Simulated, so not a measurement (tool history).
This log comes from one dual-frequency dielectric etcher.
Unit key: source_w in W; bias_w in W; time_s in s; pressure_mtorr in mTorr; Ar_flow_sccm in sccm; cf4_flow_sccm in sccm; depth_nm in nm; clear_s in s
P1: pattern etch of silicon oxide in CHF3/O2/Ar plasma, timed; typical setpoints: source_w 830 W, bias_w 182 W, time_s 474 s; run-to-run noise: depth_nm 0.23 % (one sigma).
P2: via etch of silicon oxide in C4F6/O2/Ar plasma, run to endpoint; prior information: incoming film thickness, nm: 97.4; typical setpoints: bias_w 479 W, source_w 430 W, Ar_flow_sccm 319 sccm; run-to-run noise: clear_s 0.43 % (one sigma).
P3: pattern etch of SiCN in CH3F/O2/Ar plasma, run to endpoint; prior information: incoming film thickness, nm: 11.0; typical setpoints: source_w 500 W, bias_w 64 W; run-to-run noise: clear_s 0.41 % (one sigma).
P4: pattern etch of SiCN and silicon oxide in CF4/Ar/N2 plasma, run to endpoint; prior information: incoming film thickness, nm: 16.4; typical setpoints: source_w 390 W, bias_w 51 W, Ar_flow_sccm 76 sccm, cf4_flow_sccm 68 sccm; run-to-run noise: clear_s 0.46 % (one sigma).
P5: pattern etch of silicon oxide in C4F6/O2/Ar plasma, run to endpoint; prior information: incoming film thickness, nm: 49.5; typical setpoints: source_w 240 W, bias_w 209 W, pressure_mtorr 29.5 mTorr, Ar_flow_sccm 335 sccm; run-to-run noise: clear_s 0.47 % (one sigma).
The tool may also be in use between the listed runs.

run   hour  process  source_w  bias_w  time_s  pressure_mtorr  Ar_flow_sccm  cf4_flow_sccm  depth_nm  clear_s
  1   11.8       P1       830     182     474                                                 1034.2
  2   18.6       P1       510     182   301.5                                                 546.38
  3   28.5       P1       830     182     474                                                 1037.8
  4   37.7       P5       190     209                    29.5           335                             20.48
  5   48.9       P2       430     598                                   319                            19.106
  6   55.4       P1       680     182     377                                                 761.91
  7   63.7       P4       530      51                                    76             68             17.354
  8   75.7       P2       270     479                                   319                            24.457
  9   83.7       P1       830     182     474                                                 1034.5
      94.7  -- source power generator calibrated
 10   94.7       P3       350      64                                                                  31.999
 11    104       P1       830     182   664.5                                                 1449.7
 12  110.4       P1       830     218     474                                                 1103.4
 13  119.9       P1       830     182     474                                                 1032.5
 14  129.9       P5       240     209                    35.5           335                            19.206
 15    142       P3       500      64                                                                  28.017
 16  152.7       P3       500      89                                                                  24.929
 17  164.7       P4       390      51                                    90             68             23.506
 18  170.7       P2       430     479                                   396                             21.16
 19  180.3       P2       430     479                                   319                            20.815
 20  188.7       P1       830     112     474                                                 888.11
 21  194.4       P4       390      51                                    76             41             24.825
 22  203.1       P2       430     479                                   319                            20.902
 23  210.7       P5       240     125                    29.5           335                            22.048
 24  221.5       P1      1050     182     474                                                 1134.8
       222  -- bias power generator calibrated
 25  227.9       P5       240     209                    29.5           335                             18.77
 26  235.4       P5       240     209                    29.5           215                            17.791
 27  242.4       P1       830     182     302                                                 662.19
 28  253.1       P4       390      51                                    76             68             22.781
 29  262.3       P4       390      63                                    76             68             21.217
 30  271.3       P1       660     182     474                                                 946.35
 31  279.4       P1       830     182     474                                                 1036.8
 32  284.7       P1       830     182     474                                                 1037.2
 33  296.1       P1       830     182     474                                                 1042.7
 34  302.6       P1       830     182     474                                                 1046.1
 35  311.1       P1       830     182     474                                                 1049.8
 36  321.9       P1       830     182     474                                                 1049.8
 37  330.2       P1       830     182     474                                                 1050.2
 38  336.8       P1       830     182     474                                                 1049.7
 39  346.4       P1       830     182     474                                                   1050
     346.9  -- wet clean of the chamber
 40  352.7       P1       830     182     474                                                 1052.7
 41  361.8       P1       830     182     474                                                 1055.1
 42  373.5       P1       830     182     474                                                   1052

Compared with where it was, what P1 gives has crept away. Each cause listed below fits the log as well as the rest, at the size given for it:
A: source power that arrives over what is set, % = 3.96
B: bias power that arrives over what is set, % = 4.62
The process output started creeping at around hour 279.4.
Other possible causes, and why each is ruled out:
chamber walls in a state that raises the etch rate, %: serviced at hour 346.9, which brought nothing back

Which of the check runs below tells the causes apart, meaning the causes would give it clearly different results? Each run uses 3 wafers whose results are averaged, and each result is shown as a question mark.
check 1  385.2       P4       390      51                                    87             68                  ?
check 2  385.2       P2       290     479                                   319                                 ?
check 3  385.2       P3       360      76                                                                       ?
check 4  385.2       P5       240     209                    29.5           230                                 ?

Check results expected under each cause:
  check   result    if A    if B
check 1  clear_s  22.499  22.966
check 2  clear_s  23.671  23.604
check 3  clear_s  29.347  29.294
check 4  clear_s    17.7  17.692
Per check, the gap between the least separated pair of causes, taken in the result that splits them most: check 1 2.06 %; check 2 0.28 %; check 3 0.18 %; check 4 0.05 %
The other checks would show nearly matching results whichever cause is true, so check 1 is the only one that separates the causes.

Check 1 was then run and gave: clear_s 22.947 s. Which cause is it?

Of the candidate causes, it is B: bias power that arrives over what is set, %.
